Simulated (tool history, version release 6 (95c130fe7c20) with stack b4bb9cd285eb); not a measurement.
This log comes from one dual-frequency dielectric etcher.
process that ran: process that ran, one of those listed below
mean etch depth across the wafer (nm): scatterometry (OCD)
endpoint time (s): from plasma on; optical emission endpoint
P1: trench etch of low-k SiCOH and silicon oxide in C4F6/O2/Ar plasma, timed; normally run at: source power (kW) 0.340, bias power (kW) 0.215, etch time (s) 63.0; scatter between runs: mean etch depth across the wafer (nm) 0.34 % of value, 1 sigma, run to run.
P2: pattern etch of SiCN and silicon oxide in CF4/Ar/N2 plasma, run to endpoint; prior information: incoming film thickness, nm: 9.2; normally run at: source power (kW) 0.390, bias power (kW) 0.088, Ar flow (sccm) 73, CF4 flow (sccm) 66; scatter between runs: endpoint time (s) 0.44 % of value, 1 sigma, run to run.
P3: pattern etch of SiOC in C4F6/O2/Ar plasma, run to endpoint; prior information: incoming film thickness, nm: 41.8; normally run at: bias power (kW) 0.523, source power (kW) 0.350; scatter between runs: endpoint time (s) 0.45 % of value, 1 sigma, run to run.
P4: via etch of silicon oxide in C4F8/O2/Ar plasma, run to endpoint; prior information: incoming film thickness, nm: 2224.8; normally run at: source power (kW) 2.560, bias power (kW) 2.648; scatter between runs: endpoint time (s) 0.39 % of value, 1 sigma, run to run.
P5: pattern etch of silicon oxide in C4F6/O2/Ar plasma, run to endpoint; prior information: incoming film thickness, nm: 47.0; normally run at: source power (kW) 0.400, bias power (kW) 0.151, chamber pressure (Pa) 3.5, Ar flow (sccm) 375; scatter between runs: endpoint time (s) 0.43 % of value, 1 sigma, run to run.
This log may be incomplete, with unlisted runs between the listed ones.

run,day,process that ran,source power (kW),bias power (kW),etch time (s),Ar flow (sccm),CF4 flow (sccm),chamber pressure (Pa),mean etch depth across the wafer (nm),endpoint time (s)
1,0.138,P1,0.340,0.215,63.0,,,,200.53,
2,0.325,P2,0.390,0.088,,92,66,,,11.2960
3,0.504,P5,0.400,0.089,,375,,3.5,,18.6910
4,0.662,P1,0.340,0.299,63.0,,,,225.90,
5,0.846,P1,0.340,0.215,63.0,,,,201.10,
6,1.054,P1,0.340,0.215,34.5,,,,110.27,
7,1.200,P1,0.230,0.142,63.0,,,,151.09,
8,1.350,P5,0.400,0.151,,375,,3.5,,16.1110
9,1.575,P4,2.560,3.581,,,,,,340.1800
10,1.750,P2,0.490,0.088,,73,66,,,8.9245
11,1.888,P1,0.410,0.257,63.0,,,,229.52,
12,2.092,P4,2.560,2.648,,,,,,373.4400
13,2.254,P1,0.340,0.215,63.0,,,,200.33,
14,2.388,P1,0.260,0.282,63.0,,,,198.72,
15,2.488,P5,0.400,0.151,,375,,4.5,,16.6630
16,2.708,P4,2.560,2.648,,,,,,372.8600
17,2.854,P5,0.560,0.151,,375,,3.5,,14.0870
18,2.988,P2,0.390,0.088,,73,66,,,10.8710
# day 3.083: bias power generator calibrated
19,3.188,P1,0.340,0.215,63.0,,,,199.47,
20,3.412,P1,0.340,0.215,63.0,,,,201.34,
21,3.533,P2,0.390,0.088,,73,91,,,10.5380
22,3.671,P1,0.340,0.215,63.0,,,,200.52,
23,3.875,P3,0.350,0.307,,,,,,17.3040
24,4.088,P1,0.340,0.215,78.0,,,,247.81,
25,4.212,P4,1.620,2.648,,,,,,443.9500
26,4.421,P2,0.390,0.112,,73,66,,,9.9929
27,4.629,P5,0.400,0.151,,246,,3.5,,15.3130
28,4.729,P1,0.340,0.175,63.0,,,,187.79,
29,4.871,P2,0.390,0.088,,73,66,,,10.9550
30,5.054,P1,0.420,0.215,63.0,,,,218.74,
31,5.212,P3,0.350,0.523,,,,,,14.3060
32,5.421,P3,0.230,0.523,,,,,,16.5260
33,5.571,P1,0.260,0.215,63.0,,,,180.91,
34,5.671,P1,0.340,0.215,63.0,,,,202.08,
35,5.783,P1,0.340,0.215,63.0,,,,200.13,
36,5.892,P1,0.340,0.215,63.0,,,,199.06,
37,6.004,P1,0.340,0.215,63.0,,,,198.65,
# day 6.142: wet clean of the chamber
38,6.158,P1,0.340,0.215,63.0,,,,198.23,
39,6.300,P1,0.340,0.215,63.0,,,,195.99,
40,6.429,P1,0.340,0.215,63.0,,,,198.16,
41,6.646,P1,0.340,0.215,63.0,,,,198.03,

What P1 gives has crept off from where it sat before. The 2 causes that follow fit the log equally well, each at the size noted:
A: bias power that arrives under what is set, % = 4.98
B: source power that arrives under what is set, % = 4.3
Onset of the creep was near day 5.671.
Why every other cause is out:
chamber walls in a state that lowers the etch rate, %: maintenance at day 6.142, after the shift began, did not return the process to its former output

Consider the 4 check runs below, whose results appear as question marks and each of which averages 3 wafers. Which one distinguishes the causes, in that each cause would give it a clearly different result?
check 1,6.862,P2,0.390,0.088,,73,66,,,?
check 2,6.862,P4,2.560,2.648,,,,,,?
check 3,6.862,P3,0.350,0.523,,,,,,?
check 4,6.862,P5,0.400,0.151,,375,,3.5,,?

What each check would give under each cause:
check,result,if A,if B
check 1,endpoint time (s),11.1100,11.3490
check 2,endpoint time (s),378.0200,378.8600
check 3,endpoint time (s),14.4630,14.4180
check 4,endpoint time (s),16.3100,16.3410
Smallest distance between any two causes, each pair judged by its most separating result, in per cent: check 1 2.13 %; check 2 0.22 %; check 3 0.31 %; check 4 0.19 %
Check 1 distinguishes between the causes, while the remaining checks would return nearly the same result for all of them.

With check 1 done, the readings were: endpoint time (s) 11.3390. Identify which of the listed causes applies.

It is B: source power that arrives under what is set, %.
